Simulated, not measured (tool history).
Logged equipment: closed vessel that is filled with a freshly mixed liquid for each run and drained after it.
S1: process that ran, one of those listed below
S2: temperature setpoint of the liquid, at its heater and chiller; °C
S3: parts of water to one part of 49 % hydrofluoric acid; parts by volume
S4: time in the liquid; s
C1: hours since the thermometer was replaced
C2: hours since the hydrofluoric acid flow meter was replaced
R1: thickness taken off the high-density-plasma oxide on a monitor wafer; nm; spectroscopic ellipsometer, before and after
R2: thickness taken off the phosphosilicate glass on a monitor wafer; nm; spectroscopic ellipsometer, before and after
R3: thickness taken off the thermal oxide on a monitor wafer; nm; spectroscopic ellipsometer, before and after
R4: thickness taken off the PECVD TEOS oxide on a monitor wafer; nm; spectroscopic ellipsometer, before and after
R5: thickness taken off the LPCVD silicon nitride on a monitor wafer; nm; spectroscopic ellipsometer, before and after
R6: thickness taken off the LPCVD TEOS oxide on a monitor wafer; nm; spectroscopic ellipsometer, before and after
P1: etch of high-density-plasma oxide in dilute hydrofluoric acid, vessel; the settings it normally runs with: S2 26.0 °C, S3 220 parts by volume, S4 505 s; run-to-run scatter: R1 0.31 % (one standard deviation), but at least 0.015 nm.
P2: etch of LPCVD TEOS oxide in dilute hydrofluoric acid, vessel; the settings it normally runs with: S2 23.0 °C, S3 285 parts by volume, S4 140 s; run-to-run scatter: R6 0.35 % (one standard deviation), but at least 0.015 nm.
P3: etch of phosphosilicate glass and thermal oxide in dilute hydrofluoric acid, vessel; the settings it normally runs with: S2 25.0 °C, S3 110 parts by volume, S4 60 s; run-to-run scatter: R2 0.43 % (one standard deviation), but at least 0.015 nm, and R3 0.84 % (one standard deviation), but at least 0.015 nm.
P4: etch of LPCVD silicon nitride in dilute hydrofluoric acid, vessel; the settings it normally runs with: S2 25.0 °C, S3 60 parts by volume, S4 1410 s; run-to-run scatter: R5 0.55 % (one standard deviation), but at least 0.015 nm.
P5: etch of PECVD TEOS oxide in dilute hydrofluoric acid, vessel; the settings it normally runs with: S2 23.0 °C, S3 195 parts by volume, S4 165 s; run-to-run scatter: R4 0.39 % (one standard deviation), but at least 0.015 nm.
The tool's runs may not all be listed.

run,day,S1,S2,S3,S4,C1,C2,R1,R2,R3,R4,R5,R6
1,0.246,P1,26.0,220,505,585.8,177.7,13.4650,,,,,
2,0.442,P3,25.0,35,60,590.5,182.4,,326.750,8.9155,,,
3,0.692,P1,26.0,125,505,596.5,188.4,26.4860,,,,,
4,0.979,P5,23.0,195,30,603.4,195.3,,,,2.5989,,
5,1.162,P5,23.0,195,165,607.8,199.7,,,,14.3280,,
6,1.396,P4,25.0,20,1410,613.4,205.3,,,,,34.6750,
7,1.725,P4,25.0,60,1410,621.3,213.2,,,,,11.7500,
8,1.883,P5,17.5,195,165,625.1,217.0,,,,11.5600,,
9,2.092,P1,26.0,345,505,630.1,222.0,7.5676,,,,,
10,2.375,P3,25.0,110,30,636.9,228.8,,46.953,1.2984,,,
11,2.688,P4,29.5,60,1410,644.4,236.3,,,,,16.0000,
12,2.946,P1,20.0,220,505,650.6,242.5,10.8060,,,,,
13,3.112,P1,26.0,220,505,654.6,246.5,13.5270,,,,,
14,3.371,P1,33.0,220,790,660.8,252.7,26.8790,,,,,
15,3.588,P1,26.0,220,280,666.0,257.9,7.4843,,,,,
16,3.808,P1,26.0,220,505,671.3,263.2,13.4780,,,,,
17,3.971,P5,23.0,95,165,675.2,267.1,,,,32.7440,,
18,4.283,P1,20.0,220,250,682.7,274.6,5.3044,,,,,
19,4.550,P4,25.0,60,1410,689.1,281.0,,,,,11.9260,
20,4.904,P2,23.0,285,65,697.6,289.5,,,,,,4.7840
21,5.067,P1,26.0,220,505,701.5,293.4,13.4920,,,,,
22,5.221,P1,26.0,120,735,705.2,297.1,40.5620,,,,,
23,5.429,P1,26.0,220,505,710.2,302.1,13.5990,,,,,
24,5.662,P1,31.5,220,505,715.8,307.7,16.3870,,,,,
25,5.875,P3,25.0,110,60,720.9,312.8,,94.128,2.6278,,,
26,6.050,P1,26.0,220,505,725.1,317.0,13.5610,,,,,
27,6.375,P2,18.5,285,140,732.9,324.8,,,,,,8.7816
28,6.712,P2,23.0,430,140,741.0,332.9,,,,,,5.9630
29,7.012,P4,25.0,60,320,748.2,340.1,,,,,2.7159,
30,7.350,P3,19.0,110,60,756.3,348.2,,73.399,2.0498,,,
31,7.583,P2,23.0,285,140,761.9,353.8,,,,,,10.3570
32,7.929,P1,26.0,220,505,770.2,362.1,13.4720,,,,,
33,8.283,P1,26.0,220,765,778.7,370.6,20.5190,,,,,
34,8.479,P1,26.0,220,505,783.4,375.3,13.5380,,,,,
35,8.700,P1,26.0,220,505,788.7,380.6,13.7870,,,,,
36,8.946,P1,26.0,220,505,794.6,386.5,13.8460,,,,,
37,9.254,P1,26.0,220,505,802.0,393.9,14.0820,,,,,
38,9.608,P1,26.0,220,505,810.5,402.4,14.1230,,,,,
39,9.825,P1,26.0,220,505,815.7,407.6,14.1840,,,,,
40,9.992,P1,26.0,220,505,819.7,411.6,14.2020,,,,,
41,10.225,P1,26.0,220,505,825.3,417.2,14.2180,,,,,
42,10.538,P1,26.0,220,505,832.8,424.7,14.2490,,,,,

What P1 gives has crept away from where it was. These 2 causes fit the log equally well, each at the size given:
A: liquid hotter than its thermometer reads (K) = 1.41
B: hydrofluoric acid flow above the setpoint (%) = 4.08
Creep in the process output first set in at about day 8.479.

The check runs listed below each take one wafer, and their results are still question marks. Under which run would the listed causes lead to clearly different results?
check 1,10.850,P2,23.0,285,140,,,,,,,,?
check 2,10.850,P4,25.0,60,1410,,,,,,,?,
check 3,10.850,P3,25.0,110,60,,,,?,?,,,
check 4,10.850,P5,23.0,195,165,,,,,,?,,

Expected result of each check under each candidate cause:
check,result,if A,if B
check 1,R6,10.8870,10.9000
check 2,R5,13.0220,12.3360
check 3,R2,99.382,98.466
check 3,R3,2.7855,2.7598
check 4,R4,15.0820,15.0160
Per check, the gap between the least separated pair of causes, taken in the result that splits them most: check 1 0.12 %; check 2 5.41 %; check 3 0.93 %; check 4 0.44 %
The causes can be told apart only by check 2. The other checks would give nearly the same results under each of them.

Then check 2 was run and gave: R5 12.9950 nm. Which cause is it?

The cause is A: liquid hotter than its thermometer reads (K).

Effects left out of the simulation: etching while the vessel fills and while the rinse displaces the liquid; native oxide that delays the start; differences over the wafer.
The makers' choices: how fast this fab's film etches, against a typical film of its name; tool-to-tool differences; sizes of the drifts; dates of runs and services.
